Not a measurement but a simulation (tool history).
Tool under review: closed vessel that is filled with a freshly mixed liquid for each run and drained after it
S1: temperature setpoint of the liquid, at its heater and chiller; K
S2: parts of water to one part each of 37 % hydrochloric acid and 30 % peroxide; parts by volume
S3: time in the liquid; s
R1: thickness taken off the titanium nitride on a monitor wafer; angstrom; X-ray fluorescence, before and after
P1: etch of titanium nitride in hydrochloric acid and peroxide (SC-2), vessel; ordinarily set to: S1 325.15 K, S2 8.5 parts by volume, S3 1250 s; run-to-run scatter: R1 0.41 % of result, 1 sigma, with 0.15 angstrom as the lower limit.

run 1 hour=9.4 | S1=325.15 S2=8.5 S3=1250 | R1=507.89
run 2 hour=25.8 | S1=325.15 S2=8.5 S3=2405 | R1=978.91
run 3 hour=40.6 | S1=335.15 S2=4 S3=1250 | R1=1675.5
run 4 hour=59.6 | S1=325.15 S2=12.5 S3=240 | R1=70.411
run 5 hour=71 | S1=325.15 S2=8.5 S3=1250 | R1=502.86
run 6 hour=83.5 | S1=340.65 S2=8.5 S3=1250 | R1=1343
run 7 hour=99.9 | S1=325.15 S2=8.5 S3=1250 | R1=506.91
run 8 hour=116.6 | S1=325.15 S2=8.5 S3=1250 | R1=507.12
run 9 hour=128.4 | S1=325.15 S2=15 S3=1250 | R1=312.88
run 10 hour=146.5 | S1=325.15 S2=8.5 S3=1250 | R1=508.77
run 11 hour=159 | S1=325.15 S2=8.5 S3=30 | R1=12.045
run 12 hour=172 | S1=325.15 S2=8.5 S3=1250 | R1=505.17
run 13 hour=187.3 | S1=325.15 S2=4 S3=1250 | R1=887.96
run 14 hour=199.6 | S1=313.65 S2=8.5 S3=325 | R1=60.221
run 15 hour=209.6 | S1=311.15 S2=8.5 S3=1250 | R1=192.3
run 16 hour=227.6 | S1=325.15 S2=8.5 S3=1250 | R1=509.28
run 17 hour=236.1 | S1=325.15 S2=8.5 S3=1250 | R1=494.04
run 18 hour=251.7 | S1=325.15 S2=8.5 S3=1250 | R1=477.64
run 19 hour=268 | S1=325.15 S2=8.5 S3=1250 | R1=470.07
run 20 hour=280.6 | S1=325.15 S2=8.5 S3=1250 | R1=463.96
-- hour=288.1 new drum of peroxide connected
run 21 hour=296.5 | S1=325.15 S2=8.5 S3=1250 | R1=459.03
run 22 hour=312.9 | S1=325.15 S2=8.5 S3=1250 | R1=460.79
run 23 hour=328.8 | S1=325.15 S2=8.5 S3=1250 | R1=458.88

The log shows P1 creeping away from where it was. Any of the 2 causes listed here, at the size stated for it, fits the log just as well as the others:
A: liquid colder than its thermometer reads (K) = 1.55
B: chemicals flow below the setpoint (%) = 11.7
The process output started creeping at around hour 227.6.
Ruled out, with reasons:
peroxide weaker than its label (%): serviced after onset, at hour 288.1, with no recovery of the prior output

Which of the 4 check runs listed below, each an average over 2 wafers with its results shown as question marks, gives clearly different results under the different listed causes?
run check 1 hour=344.7 | S1=338.15 S2=8.5 S3=1895 | R1=?
run check 2 hour=344.7 | S1=314.65 S2=4 S3=1250 | R1=?
run check 3 hour=344.7 | S1=333.65 S2=8.5 S3=275 | R1=?
run check 4 hour=344.7 | S1=325.15 S2=14 S3=610 | R1=?

If the cause were each of the candidates in turn, the checks would give the following:
check=check_1 result=R1 if_A=1592.5 if_B=1581.3
check=check_2 result=R1 if_A=389.19 if_B=399
check=check_3 result=R1 if_A=174.62 if_B=173.84
check=check_4 result=R1 if_A=146.55 if_B=145.51
Separation of the two closest causes in each check, using whichever result separates them best: check 1 0.71 %; check 2 2.49 %; check 3 0.45 %; check 4 0.71 %
Check 2 tells the causes apart: in the others they would give nearly the same result.

Check 2 was then run and gave: R1 398.85 angstrom. Which cause is it?

The correct cause is B, namely: chemicals flow below the setpoint (%).

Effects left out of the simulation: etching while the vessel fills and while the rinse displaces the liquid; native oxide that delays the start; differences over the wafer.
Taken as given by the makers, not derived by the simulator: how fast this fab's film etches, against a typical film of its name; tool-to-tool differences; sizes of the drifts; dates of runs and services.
